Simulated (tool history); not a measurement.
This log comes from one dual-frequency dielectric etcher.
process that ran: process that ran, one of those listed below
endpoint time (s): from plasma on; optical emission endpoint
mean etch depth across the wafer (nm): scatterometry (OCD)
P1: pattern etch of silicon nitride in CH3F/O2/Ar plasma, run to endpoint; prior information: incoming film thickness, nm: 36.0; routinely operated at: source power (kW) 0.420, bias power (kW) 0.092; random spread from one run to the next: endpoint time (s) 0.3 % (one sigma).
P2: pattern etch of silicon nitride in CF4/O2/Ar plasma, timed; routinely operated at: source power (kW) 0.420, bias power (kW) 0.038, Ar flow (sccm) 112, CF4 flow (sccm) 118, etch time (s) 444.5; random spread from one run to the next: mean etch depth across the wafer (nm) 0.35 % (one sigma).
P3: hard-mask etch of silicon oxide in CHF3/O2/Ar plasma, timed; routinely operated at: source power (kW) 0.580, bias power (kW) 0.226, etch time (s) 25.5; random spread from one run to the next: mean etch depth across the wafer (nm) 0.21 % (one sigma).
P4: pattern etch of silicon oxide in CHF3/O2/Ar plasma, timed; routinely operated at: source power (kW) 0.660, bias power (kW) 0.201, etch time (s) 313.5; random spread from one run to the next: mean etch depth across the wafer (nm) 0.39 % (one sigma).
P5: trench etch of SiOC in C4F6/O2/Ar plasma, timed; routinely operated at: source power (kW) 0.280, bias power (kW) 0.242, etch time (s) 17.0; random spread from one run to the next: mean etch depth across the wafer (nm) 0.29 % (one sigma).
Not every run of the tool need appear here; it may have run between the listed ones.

| run | hour | process that ran | source power (kW) | bias power (kW) | Ar flow (sccm) | CF4 flow (sccm) | etch time (s) | hours since the last wet clean | hours since the last source power generator calibration | hours since the last bias power generator calibration | endpoint time (s) | mean etch depth across the wafer (nm) |
|---|---|---|---|---|---|---|---|---|---|---|---|---|
| 1 | 2.1 | P1 | 0.420 | 0.092 |  |  |  | 259.1 | 2413.8 | 1214.9 | 46.529 |  |
| 2 | 5.8 | P2 | 0.420 | 0.038 | 86 | 118 | 444.5 | 262.8 | 2417.5 | 1218.6 |  | 675.210 |
| 3 | 9.9 | P2 | 0.420 | 0.054 | 112 | 118 | 444.5 | 266.9 | 2421.6 | 1222.7 |  | 746.250 |
| 4 | 13.4 | P1 | 0.550 | 0.058 |  |  |  | 270.4 | 2425.1 | 1226.2 | 49.160 |  |
| 5 | 16.0 | P5 | 0.280 | 0.163 |  |  | 17.0 | 273.0 | 2427.7 | 1228.8 |  | 29.115 |
| 6 | 19.3 | P1 | 0.420 | 0.092 |  |  |  | 276.3 | 2431.0 | 1232.1 | 46.688 |  |
| 7 | 23.1 | P5 | 0.280 | 0.242 |  |  | 17.0 | 280.1 | 2434.8 | 1235.9 |  | 33.079 |
| 8 | 26.8 | P3 | 0.470 | 0.226 |  |  | 25.5 | 283.8 | 2438.5 | 1239.6 |  | 49.831 |
| 9 | 29.8 | P1 | 0.290 | 0.092 |  |  |  | 286.8 | 2441.5 | 1242.6 | 53.572 |  |
| 10 | 33.8 | P5 | 0.370 | 0.242 |  |  | 17.0 | 290.8 | 2445.5 | 1246.6 |  | 37.052 |
| 11 | 35.6 | P1 | 0.420 | 0.092 |  |  |  | 292.6 | 2447.3 | 1248.4 | 46.841 |  |
| 12 | 38.1 | P3 | 0.580 | 0.307 |  |  | 25.5 | 295.1 | 2449.8 | 1250.9 |  | 60.400 |
| 13 | 42.3 | P2 | 0.420 | 0.038 | 112 | 118 | 444.5 | 299.3 | 2454.0 | 1255.1 |  | 653.940 |
| 14 | 45.4 | P1 | 0.420 | 0.074 |  |  |  | 302.4 | 2457.1 | 1258.2 | 50.556 |  |
| 15 | 48.3 | P2 | 0.420 | 0.038 | 112 | 72 | 444.5 | 305.3 | 2460.0 | 1261.1 |  | 610.260 |
| 16 | 52.2 | P1 | 0.420 | 0.092 |  |  |  | 309.2 | 2463.9 | 1265.0 | 46.878 |  |
| 17 | 55.4 | P5 | 0.280 | 0.242 |  |  | 23.5 | 312.4 | 2467.1 | 1268.2 |  | 46.072 |
| 18 | 58.1 | P3 | 0.580 | 0.226 |  |  | 25.5 | 315.1 | 2469.8 | 1270.9 |  | 53.985 |
| 19 | 61.2 | P1 | 0.520 | 0.092 |  |  |  | 318.2 | 2472.9 | 1274.0 | 43.163 |  |
| 20 | 65.0 | P4 | 0.790 | 0.201 |  |  | 313.5 | 322.0 | 2476.7 | 1277.8 |  | 725.180 |
| 21 | 67.4 | P2 | 0.420 | 0.038 | 112 | 118 | 444.5 | 324.4 | 2479.1 | 1280.2 |  | 655.530 |
| 22 | 70.7 | P3 | 0.580 | 0.226 |  |  | 31.0 | 327.7 | 2482.4 | 1283.5 |  | 65.454 |
| 23 | 73.6 | P1 | 0.420 | 0.092 |  |  |  | 330.6 | 2485.3 | 1286.4 | 46.769 |  |
| 24 | 76.5 | P1 | 0.420 | 0.125 |  |  |  | 333.5 | 2488.2 | 1289.3 | 41.755 |  |
| 25 | 79.0 | P4 | 0.660 | 0.201 |  |  | 313.5 | 336.0 | 2490.7 | 1291.8 |  | 673.150 |
| 26 | 83.0 | P4 | 0.660 | 0.201 |  |  | 313.5 | 340.0 | 2494.7 | 1295.8 |  | 674.980 |
| 27 | 85.6 | P4 | 0.660 | 0.273 |  |  | 313.5 | 342.6 | 2497.3 | 1298.4 |  | 752.600 |
| 28 | 89.0 | P2 | 0.420 | 0.038 | 112 | 118 | 294.5 | 346.0 | 2500.7 | 1301.8 |  | 435.520 |
| 29 | 93.0 | P4 | 0.660 | 0.201 |  |  | 466.0 | 350.0 | 2504.7 | 1305.8 |  | 1000.400 |
| 30 | 95.8 | P2 | 0.570 | 0.038 | 112 | 118 | 444.5 | 352.8 | 2507.5 | 1308.6 |  | 859.110 |
| 31 | 97.7 | P1 | 0.420 | 0.092 |  |  |  | 354.7 | 2509.4 | 1310.5 | 46.600 |  |
| 32 | 101.8 | P1 | 0.420 | 0.092 |  |  |  | 358.8 | 2513.5 | 1314.6 | 46.417 |  |
| 33 | 104.2 | P1 | 0.420 | 0.092 |  |  |  | 361.2 | 2515.9 | 1317.0 | 46.287 |  |
| 34 | 106.3 | P1 | 0.420 | 0.092 |  |  |  | 363.3 | 2518.0 | 1319.1 | 46.067 |  |
| 35 | 108.6 | P1 | 0.420 | 0.092 |  |  |  | 365.6 | 2520.3 | 1321.4 | 46.037 |  |
| 36 | 111.0 | P1 | 0.420 | 0.092 |  |  |  | 368.0 | 2522.7 | 1323.8 | 46.153 |  |
| 37 | 113.3 | P1 | 0.420 | 0.092 |  |  |  | 370.3 | 2525.0 | 1326.1 | 46.353 |  |
|  | 113.5 | wet clean of the chamber |
| 38 | 116.8 | P1 | 0.420 | 0.092 |  |  |  | 3.3 | 2528.5 | 1329.6 | 46.337 |  |
| 39 | 119.1 | P1 | 0.420 | 0.092 |  |  |  | 5.6 | 2530.8 | 1331.9 | 46.178 |  |
| 40 | 122.8 | P1 | 0.420 | 0.092 |  |  |  | 9.3 | 2534.5 | 1335.6 | 45.945 |  |

The output of P1 has drifted from where it used to be. Each of the 2 causes below, taken at the size shown beside it, accounts for the log equally well:
A: source power that arrives over what is set, % = 4.14
B: bias power that arrives over what is set, % = 4.3
The process output started creeping at around hour 97.7.
Every other cause this tool's parts could produce, and why it does not fit the log:
chamber walls in a state that raises the etch rate, %: serviced after onset, at hour 113.5, with no recovery of the prior output

Which of the 4 check runs listed below, each an average over 2 wafers with its results shown as question marks, gives clearly different results under the different listed causes?
| check 1 | 126.5 | P4 | 0.660 | 0.201 |  |  | 427.5 |  |  |  |  | ? |
| check 2 | 126.5 | P5 | 0.360 | 0.242 |  |  | 17.0 |  |  |  |  | ? |
| check 3 | 126.5 | P3 | 0.580 | 0.294 |  |  | 25.5 |  |  |  |  | ? |
| check 4 | 126.5 | P2 | 0.480 | 0.038 | 87 | 118 | 444.5 |  |  |  |  | ? |

What each check would give under each cause:
| check | result | if A | if B |
|---|---|---|---|
| check 1 | mean etch depth across the wafer (nm) | 931.810 | 930.860 |
| check 2 | mean etch depth across the wafer (nm) | 37.076 | 37.032 |
| check 3 | mean etch depth across the wafer (nm) | 60.382 | 60.408 |
| check 4 | mean etch depth across the wafer (nm) | 789.830 | 773.070 |
How far apart the two closest causes lie, in the result that separates them most: check 1 0.1 %; check 2 0.12 %; check 3 0.04 %; check 4 2.14 %
Check 4 is the one run that separates the causes; every other check would come out nearly the same whichever cause is at work.

Then check 4 was run and gave: mean etch depth across the wafer (nm) 775.450. Which cause is it?

It was cause B: bias power that arrives over what is set, %.

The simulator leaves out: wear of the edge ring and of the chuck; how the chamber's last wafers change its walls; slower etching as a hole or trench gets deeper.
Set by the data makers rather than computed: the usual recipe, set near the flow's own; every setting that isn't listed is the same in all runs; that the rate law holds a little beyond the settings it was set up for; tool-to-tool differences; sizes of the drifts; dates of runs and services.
